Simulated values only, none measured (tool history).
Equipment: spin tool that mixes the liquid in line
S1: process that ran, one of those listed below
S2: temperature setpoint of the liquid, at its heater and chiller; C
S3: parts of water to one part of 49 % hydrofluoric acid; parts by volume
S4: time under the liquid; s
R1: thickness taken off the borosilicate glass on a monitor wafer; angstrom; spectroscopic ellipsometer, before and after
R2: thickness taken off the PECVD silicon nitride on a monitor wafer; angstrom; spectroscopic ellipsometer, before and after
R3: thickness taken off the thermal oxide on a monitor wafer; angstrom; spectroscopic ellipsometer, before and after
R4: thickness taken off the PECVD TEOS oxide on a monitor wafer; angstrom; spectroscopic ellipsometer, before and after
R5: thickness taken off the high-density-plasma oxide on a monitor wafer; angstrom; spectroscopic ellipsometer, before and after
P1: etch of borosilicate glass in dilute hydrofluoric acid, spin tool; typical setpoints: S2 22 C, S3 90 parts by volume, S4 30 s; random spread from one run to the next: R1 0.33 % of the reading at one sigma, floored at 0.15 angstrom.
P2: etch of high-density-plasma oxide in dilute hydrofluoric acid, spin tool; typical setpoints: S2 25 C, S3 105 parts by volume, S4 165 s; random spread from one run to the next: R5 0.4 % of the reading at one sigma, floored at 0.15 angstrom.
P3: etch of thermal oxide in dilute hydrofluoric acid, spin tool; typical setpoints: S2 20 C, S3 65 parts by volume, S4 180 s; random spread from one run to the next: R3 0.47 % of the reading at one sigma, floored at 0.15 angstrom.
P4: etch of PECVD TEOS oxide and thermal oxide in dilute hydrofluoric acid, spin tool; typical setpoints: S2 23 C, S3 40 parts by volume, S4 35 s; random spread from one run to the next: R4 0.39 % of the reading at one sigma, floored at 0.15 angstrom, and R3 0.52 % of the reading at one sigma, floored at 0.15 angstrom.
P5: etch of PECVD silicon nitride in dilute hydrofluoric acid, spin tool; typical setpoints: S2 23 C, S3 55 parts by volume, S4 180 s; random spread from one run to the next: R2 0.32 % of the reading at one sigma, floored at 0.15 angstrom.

Run 1, hour 17.3: S1 P1, S2 22 C, S3 90 parts by volume, S4 30 s. Result: R1 71.034 angstrom.
Run 2, hour 27.6: S1 P5, S2 23 C, S3 55 parts by volume, S4 180 s. Result: R2 149.5 angstrom.
Run 3, hour 43.3: S1 P3, S2 20 C, S3 115 parts by volume, S4 180 s. Result: R3 61.327 angstrom.
Run 4, hour 58.4: S1 P4, S2 23 C, S3 40 parts by volume, S4 35 s. Result: R3 44.38 angstrom, R4 201.56 angstrom.
Run 5, hour 67.6: S1 P1, S2 22 C, S3 90 parts by volume, S4 65 s. Result: R1 153.85 angstrom.
Run 6, hour 77: S1 P4, S2 23 C, S3 40 parts by volume, S4 35 s. Result: R3 44.501 angstrom, R4 202.61 angstrom.
Run 7, hour 89.5: S1 P1, S2 18 C, S3 30 parts by volume, S4 30 s. Result: R1 192.07 angstrom.
Run 8, hour 103.8: S1 P3, S2 20 C, S3 65 parts by volume, S4 180 s. Result: R3 114.54 angstrom.
Run 9, hour 114.8: S1 P3, S2 20 C, S3 65 parts by volume, S4 90 s. Result: R3 56.501 angstrom.
Run 10, hour 131.5: S1 P5, S2 23 C, S3 55 parts by volume, S4 180 s. Result: R2 150.16 angstrom.
Run 11, hour 141.3: S1 P1, S2 22 C, S3 90 parts by volume, S4 30 s. Result: R1 70.568 angstrom.
Run 12, hour 158.3: S1 P1, S2 29.5 C, S3 130 parts by volume, S4 30 s. Result: R1 62.324 angstrom.
At hour 169.8: hydrofluoric acid flow meter replaced.
Run 13, hour 174.6: S1 P1, S2 22 C, S3 45 parts by volume, S4 30 s. Result: R1 148.84 angstrom.
Run 14, hour 183.4: S1 P1, S2 22 C, S3 125 parts by volume, S4 60 s. Result: R1 98.179 angstrom.
Run 15, hour 196.1: S1 P5, S2 23 C, S3 80 parts by volume, S4 180 s. Result: R2 104.16 angstrom.
Run 16, hour 209.8: S1 P2, S2 21 C, S3 105 parts by volume, S4 165 s. Result: R5 155.77 angstrom.
Run 17, hour 218.6: S1 P1, S2 22 C, S3 90 parts by volume, S4 30 s. Result: R1 71.035 angstrom.
Run 18, hour 229.9: S1 P5, S2 23 C, S3 55 parts by volume, S4 95 s. Result: R2 79.49 angstrom.
Run 19, hour 244.7: S1 P1, S2 22 C, S3 90 parts by volume, S4 30 s. Result: R1 70.287 angstrom.
Run 20, hour 255: S1 P1, S2 22 C, S3 90 parts by volume, S4 15 s. Result: R1 35.53 angstrom.
Run 21, hour 271.9: S1 P4, S2 17 C, S3 40 parts by volume, S4 35 s. Result: R3 33.936 angstrom, R4 157.68 angstrom.
Run 22, hour 284.2: S1 P1, S2 27.5 C, S3 90 parts by volume, S4 30 s. Result: R1 87.694 angstrom.
Run 23, hour 302.5: S1 P1, S2 22 C, S3 90 parts by volume, S4 30 s. Result: R1 70.713 angstrom.
Run 24, hour 312.4: S1 P2, S2 25 C, S3 105 parts by volume, S4 165 s. Result: R5 184.23 angstrom.
Run 25, hour 324.7: S1 P2, S2 25 C, S3 105 parts by volume, S4 50 s. Result: R5 55.74 angstrom.
Run 26, hour 337.3: S1 P1, S2 22 C, S3 90 parts by volume, S4 30 s. Result: R1 70.962 angstrom.
Run 27, hour 347.8: S1 P1, S2 22 C, S3 165 parts by volume, S4 30 s. Result: R1 35.674 angstrom.
Run 28, hour 363.7: S1 P4, S2 23 C, S3 25 parts by volume, S4 35 s. Result: R3 72.848 angstrom, R4 332.27 angstrom.
Run 29, hour 371.8: S1 P2, S2 25 C, S3 180 parts by volume, S4 165 s. Result: R5 98.772 angstrom.
Run 30, hour 386.9: S1 P3, S2 17 C, S3 65 parts by volume, S4 180 s. Result: R3 100.99 angstrom.
Run 31, hour 402.6: S1 P4, S2 23 C, S3 40 parts by volume, S4 60 s. Result: R3 76.422 angstrom, R4 347.92 angstrom.
Run 32, hour 412.3: S1 P1, S2 17.5 C, S3 90 parts by volume, S4 30 s. Result: R1 58.539 angstrom.
Run 33, hour 425.2: S1 P5, S2 17 C, S3 55 parts by volume, S4 180 s. Result: R2 99.278 angstrom.
Run 34, hour 440.5: S1 P1, S2 22 C, S3 90 parts by volume, S4 30 s. Result: R1 70.492 angstrom.
Run 35, hour 454.9: S1 P1, S2 22 C, S3 90 parts by volume, S4 30 s. Result: R1 67.754 angstrom.
Run 36, hour 469.1: S1 P1, S2 22 C, S3 90 parts by volume, S4 30 s. Result: R1 66.093 angstrom.
Run 37, hour 482: S1 P1, S2 22 C, S3 90 parts by volume, S4 30 s. Result: R1 65.176 angstrom.
Run 38, hour 494.4: S1 P1, S2 22 C, S3 90 parts by volume, S4 30 s. Result: R1 64.987 angstrom.
Run 39, hour 505.5: S1 P1, S2 22 C, S3 90 parts by volume, S4 30 s. Result: R1 64.461 angstrom.

Estimate the outcome of run 40 from the log above:
Run 40, hour 522.2: S1 P1, S2 22 C, S3 90 parts by volume, S4 30 s. Result: R1 ?.

Run 40 measured R1 64.308 angstrom.
